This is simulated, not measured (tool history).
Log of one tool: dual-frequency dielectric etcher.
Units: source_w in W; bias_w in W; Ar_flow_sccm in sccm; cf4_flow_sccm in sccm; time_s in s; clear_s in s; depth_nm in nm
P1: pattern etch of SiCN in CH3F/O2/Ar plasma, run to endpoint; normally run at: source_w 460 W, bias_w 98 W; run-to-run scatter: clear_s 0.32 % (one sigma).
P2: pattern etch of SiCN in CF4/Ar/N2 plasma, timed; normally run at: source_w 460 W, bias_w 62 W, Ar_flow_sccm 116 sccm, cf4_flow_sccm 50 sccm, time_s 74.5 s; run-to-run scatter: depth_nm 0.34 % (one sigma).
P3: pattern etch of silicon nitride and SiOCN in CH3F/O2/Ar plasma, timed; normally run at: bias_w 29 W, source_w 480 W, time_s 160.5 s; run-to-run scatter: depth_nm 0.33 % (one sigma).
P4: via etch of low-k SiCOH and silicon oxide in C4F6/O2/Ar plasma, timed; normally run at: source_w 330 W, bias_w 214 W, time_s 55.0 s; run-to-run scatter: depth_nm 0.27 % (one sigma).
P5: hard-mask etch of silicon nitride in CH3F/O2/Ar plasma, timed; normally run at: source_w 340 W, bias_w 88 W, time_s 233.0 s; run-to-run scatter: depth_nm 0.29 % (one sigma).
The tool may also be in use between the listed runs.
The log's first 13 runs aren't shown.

run,hour,process,source_w,bias_w,Ar_flow_sccm,cf4_flow_sccm,time_s,clear_s,depth_nm
14,110.3,P4,240,214,,,55.0,,128.110
15,119.6,P2,460,62,116,50,74.5,,57.151
16,125.4,P2,460,62,116,50,42.5,,32.583
17,130.7,P5,340,88,,,233.0,,166.240
18,135.5,P5,340,51,,,233.0,,137.810
# hour 137.0: wet clean of the chamber
19,145.6,P3,480,29,,,160.5,,25.409
20,155.1,P2,630,62,116,50,74.5,,75.578
21,162.4,P1,460,98,,,,19.633,
22,172.0,P3,630,29,,,160.5,,27.912
23,178.9,P2,460,62,116,50,74.5,,57.343
# hour 182.3: source power generator calibrated
24,184.6,P5,340,88,,,172.0,,122.710
25,194.0,P1,610,136,,,,15.673,
26,203.2,P3,480,29,,,203.0,,32.070
27,212.6,P4,330,214,,,55.0,,144.080
28,220.7,P2,460,62,141,50,74.5,,55.358
29,227.8,P1,320,98,,,,22.448,

Run 30 comes next. What will it give?
30,238.2,P1,460,80,,,,?,

{"run 30": {"clear_s": 21.162}}

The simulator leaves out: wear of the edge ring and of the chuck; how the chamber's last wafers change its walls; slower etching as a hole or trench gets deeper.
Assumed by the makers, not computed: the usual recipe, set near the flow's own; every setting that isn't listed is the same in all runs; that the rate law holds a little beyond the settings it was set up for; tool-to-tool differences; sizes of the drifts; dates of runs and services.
